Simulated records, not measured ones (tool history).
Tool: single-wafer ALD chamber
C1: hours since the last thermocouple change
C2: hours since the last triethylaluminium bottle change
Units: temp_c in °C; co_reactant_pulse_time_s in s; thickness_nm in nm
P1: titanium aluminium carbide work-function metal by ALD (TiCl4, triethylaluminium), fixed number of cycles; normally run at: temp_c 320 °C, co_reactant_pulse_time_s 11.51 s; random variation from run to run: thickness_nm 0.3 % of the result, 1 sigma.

run 1 hour=7.7 | temp_c=320 co_reactant_pulse_time_s=11.51 | C1=211.4 C2=173.6 | thickness_nm=2.1358
run 2 hour=18.8 | temp_c=320 co_reactant_pulse_time_s=11.51 | C1=222.5 C2=184.7 | thickness_nm=2.1359
run 3 hour=32.5 | temp_c=320 co_reactant_pulse_time_s=5.82 | C1=236.2 C2=198.4 | thickness_nm=1.8686
run 4 hour=46.7 | temp_c=320 co_reactant_pulse_time_s=11.51 | C1=250.4 C2=212.6 | thickness_nm=2.1497
run 5 hour=55.3 | temp_c=310 co_reactant_pulse_time_s=15.01 | C1=259.0 C2=221.2 | thickness_nm=2.0773
-- hour=66.7 triethylaluminium bottle replaced
run 6 hour=66.9 | temp_c=308 co_reactant_pulse_time_s=8.53 | C1=270.6 C2=0.2 | thickness_nm=1.9585
run 7 hour=74.4 | temp_c=320 co_reactant_pulse_time_s=11.51 | C1=278.1 C2=7.7 | thickness_nm=2.1346
run 8 hour=83.4 | temp_c=343 co_reactant_pulse_time_s=11.51 | C1=287.1 C2=16.7 | thickness_nm=2.3385
run 9 hour=96.1 | temp_c=320 co_reactant_pulse_time_s=11.51 | C1=299.8 C2=29.4 | thickness_nm=2.1306
run 10 hour=105.0 | temp_c=300 co_reactant_pulse_time_s=11.51 | C1=308.7 C2=38.3 | thickness_nm=1.9503
run 11 hour=119.0 | temp_c=320 co_reactant_pulse_time_s=18.65 | C1=322.7 C2=52.3 | thickness_nm=2.1710
run 12 hour=128.8 | temp_c=320 co_reactant_pulse_time_s=11.51 | C1=332.5 C2=62.1 | thickness_nm=2.1228
run 13 hour=142.5 | temp_c=320 co_reactant_pulse_time_s=11.51 | C1=346.2 C2=75.8 | thickness_nm=2.1124
run 14 hour=153.6 | temp_c=320 co_reactant_pulse_time_s=11.51 | C1=357.3 C2=86.9 | thickness_nm=2.1001
run 15 hour=161.6 | temp_c=320 co_reactant_pulse_time_s=11.51 | C1=365.3 C2=94.9 | thickness_nm=2.0832
run 16 hour=175.1 | temp_c=320 co_reactant_pulse_time_s=11.51 | C1=378.8 C2=108.4 | thickness_nm=2.0889
run 17 hour=185.2 | temp_c=320 co_reactant_pulse_time_s=11.51 | C1=388.9 C2=118.5 | thickness_nm=2.0782
run 18 hour=193.3 | temp_c=320 co_reactant_pulse_time_s=11.51 | C1=397.0 C2=126.6 | thickness_nm=2.0895

What P1 gives has crept away from where it was. These 2 causes fit the log equally well, each at the size given:
A: triethylaluminium dose below that of a fresh bottle (%) = 20.2
B: wafer temperature below the value expected at the setpoint (K) = 5.85
The creep began at about hour 128.8.

4 check runs are offered, one wafer each, their results left as question marks. Which one tells the causes apart?
run check 1 hour=201.4 | temp_c=329 co_reactant_pulse_time_s=11.51 | thickness_nm=?
run check 2 hour=201.4 | temp_c=307 co_reactant_pulse_time_s=11.51 | thickness_nm=?
run check 3 hour=201.4 | temp_c=331 co_reactant_pulse_time_s=6.35 | thickness_nm=?
run check 4 hour=201.4 | temp_c=343 co_reactant_pulse_time_s=11.51 | thickness_nm=?

What each check would give under each cause:
check=check_1 result=thickness_nm if_A=2.1570 if_B=2.1585
check=check_2 result=thickness_nm if_A=1.9715 if_B=1.9694
check=check_3 result=thickness_nm if_A=1.8741 if_B=1.9694
check=check_4 result=thickness_nm if_A=2.2763 if_B=2.2803
How far apart the two closest causes lie, in the result that separates them most: check 1 0.07 %; check 2 0.11 %; check 3 4.96 %; check 4 0.18 %
Only check 3 tells the causes apart: in the others they would give nearly the same result.

Then check 3 was run and gave: thickness_nm 1.8775 nm. Which cause is it?

It is A: triethylaluminium dose below that of a fresh bottle (%).
